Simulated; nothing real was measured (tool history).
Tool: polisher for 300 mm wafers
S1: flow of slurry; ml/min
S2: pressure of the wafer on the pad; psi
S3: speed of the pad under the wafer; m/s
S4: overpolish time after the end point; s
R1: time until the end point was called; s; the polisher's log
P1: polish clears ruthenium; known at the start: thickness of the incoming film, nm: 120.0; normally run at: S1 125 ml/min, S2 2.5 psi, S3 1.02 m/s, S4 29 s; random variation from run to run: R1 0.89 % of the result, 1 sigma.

Run 1, hour 6.0: S1 125 ml/min, S2 2.5 psi, S3 1.02 m/s, S4 29 s. Result: R1 91.484 s.
Run 2, hour 11.8: S1 125 ml/min, S2 2.5 psi, S3 1.02 m/s, S4 29 s. Result: R1 93.387 s.
Run 3, hour 17.9: S1 125 ml/min, S2 2.5 psi, S3 1.02 m/s, S4 29 s. Result: R1 91.525 s.
Run 4, hour 26.8: S1 125 ml/min, S2 1.1 psi, S3 1.02 m/s, S4 29 s. Result: R1 206.650 s.
Run 5, hour 36.0: S1 125 ml/min, S2 2.5 psi, S3 0.56 m/s, S4 29 s. Result: R1 167.600 s.
Run 6, hour 44.9: S1 125 ml/min, S2 2.5 psi, S3 1.02 m/s, S4 29 s. Result: R1 92.341 s.
Run 7, hour 50.7: S1 125 ml/min, S2 2.5 psi, S3 1.02 m/s, S4 29 s. Result: R1 90.841 s.
Run 8, hour 60.5: S1 125 ml/min, S2 2.5 psi, S3 1.02 m/s, S4 29 s. Result: R1 93.207 s.
Run 9, hour 66.1: S1 125 ml/min, S2 2.5 psi, S3 1.28 m/s, S4 29 s. Result: R1 73.562 s.
Run 10, hour 72.5: S1 200 ml/min, S2 2.5 psi, S3 1.02 m/s, S4 29 s. Result: R1 84.967 s.
Run 11, hour 79.7: S1 125 ml/min, S2 3.5 psi, S3 1.44 m/s, S4 29 s. Result: R1 47.251 s.
Run 12, hour 87.6: S1 125 ml/min, S2 4.0 psi, S3 1.02 m/s, S4 29 s. Result: R1 57.362 s.
Run 13, hour 95.5: S1 125 ml/min, S2 2.5 psi, S3 1.02 m/s, S4 9 s. Result: R1 92.379 s.
Run 14, hour 100.5: S1 75 ml/min, S2 2.5 psi, S3 1.02 m/s, S4 29 s. Result: R1 105.960 s.
Run 15, hour 109.4: S1 175 ml/min, S2 1.3 psi, S3 1.02 m/s, S4 29 s. Result: R1 168.660 s.
Run 16, hour 118.5: S1 125 ml/min, S2 2.5 psi, S3 1.02 m/s, S4 44 s. Result: R1 92.208 s.
Run 17, hour 123.3: S1 125 ml/min, S2 1.9 psi, S3 0.46 m/s, S4 29 s. Result: R1 267.610 s.
Run 18, hour 129.1: S1 125 ml/min, S2 2.5 psi, S3 1.02 m/s, S4 29 s. Result: R1 92.613 s.
Run 19, hour 133.9: S1 125 ml/min, S2 2.5 psi, S3 1.02 m/s, S4 29 s. Result: R1 95.122 s.
Run 20, hour 141.1: S1 125 ml/min, S2 2.5 psi, S3 1.02 m/s, S4 29 s. Result: R1 96.620 s.
Run 21, hour 147.4: S1 125 ml/min, S2 2.5 psi, S3 1.02 m/s, S4 29 s. Result: R1 99.553 s.
At hour 152.8: head pressure recalibrated.
Run 22, hour 155.7: S1 125 ml/min, S2 2.5 psi, S3 1.02 m/s, S4 29 s. Result: R1 102.140 s.
Run 23, hour 164.5: S1 125 ml/min, S2 2.5 psi, S3 1.02 m/s, S4 29 s. Result: R1 101.380 s.
Run 24, hour 170.8: S1 125 ml/min, S2 2.5 psi, S3 1.02 m/s, S4 29 s. Result: R1 102.240 s.
Run 25, hour 177.7: S1 125 ml/min, S2 2.5 psi, S3 1.02 m/s, S4 29 s. Result: R1 100.880 s.

What P1 gives has crept away from where it was. These 2 causes fit the log equally well, each at the size given:
A: removal rate lost through wear of the pad, % = 10
B: slurry flow missing at the pad, % = 34.7
The creep began at about hour 129.1.
Why every other cause is out:
head's pressure below its setpoint, %: serviced at hour 152.8, which brought nothing back

4 check runs are offered, each on 5 wafers whose results are averaged, their results left as question marks. Which one tells the causes apart?
Run check 1, hour 184.6: S1 125 ml/min, S2 3.8 psi, S3 0.72 m/s, S4 29 s. Result: R1 ?.
Run check 2, hour 184.6: S1 125 ml/min, S2 3.4 psi, S3 1.02 m/s, S4 29 s. Result: R1 ?.
Run check 3, hour 184.6: S1 195 ml/min, S2 2.5 psi, S3 1.02 m/s, S4 29 s. Result: R1 ?.
Run check 4, hour 184.6: S1 125 ml/min, S2 1.2 psi, S3 1.02 m/s, S4 9 s. Result: R1 ?.

What each check would give under each cause:
  check  result     if A     if B
check 1      R1   95.340   95.352
check 2      R1   75.216   75.226
check 3      R1   94.970   91.721
check 4      R1  213.110  213.140
How far apart the two closest causes lie, in the result that separates them most: check 1 0.01 %; check 2 0.01 %; check 3 3.48 %; check 4 0.01 %
Only check 3 tells the causes apart: in the others they would give nearly the same result.

Then check 3 was run and gave: R1 91.871 s. Which cause is it?

It is B: slurry flow missing at the pad, %.

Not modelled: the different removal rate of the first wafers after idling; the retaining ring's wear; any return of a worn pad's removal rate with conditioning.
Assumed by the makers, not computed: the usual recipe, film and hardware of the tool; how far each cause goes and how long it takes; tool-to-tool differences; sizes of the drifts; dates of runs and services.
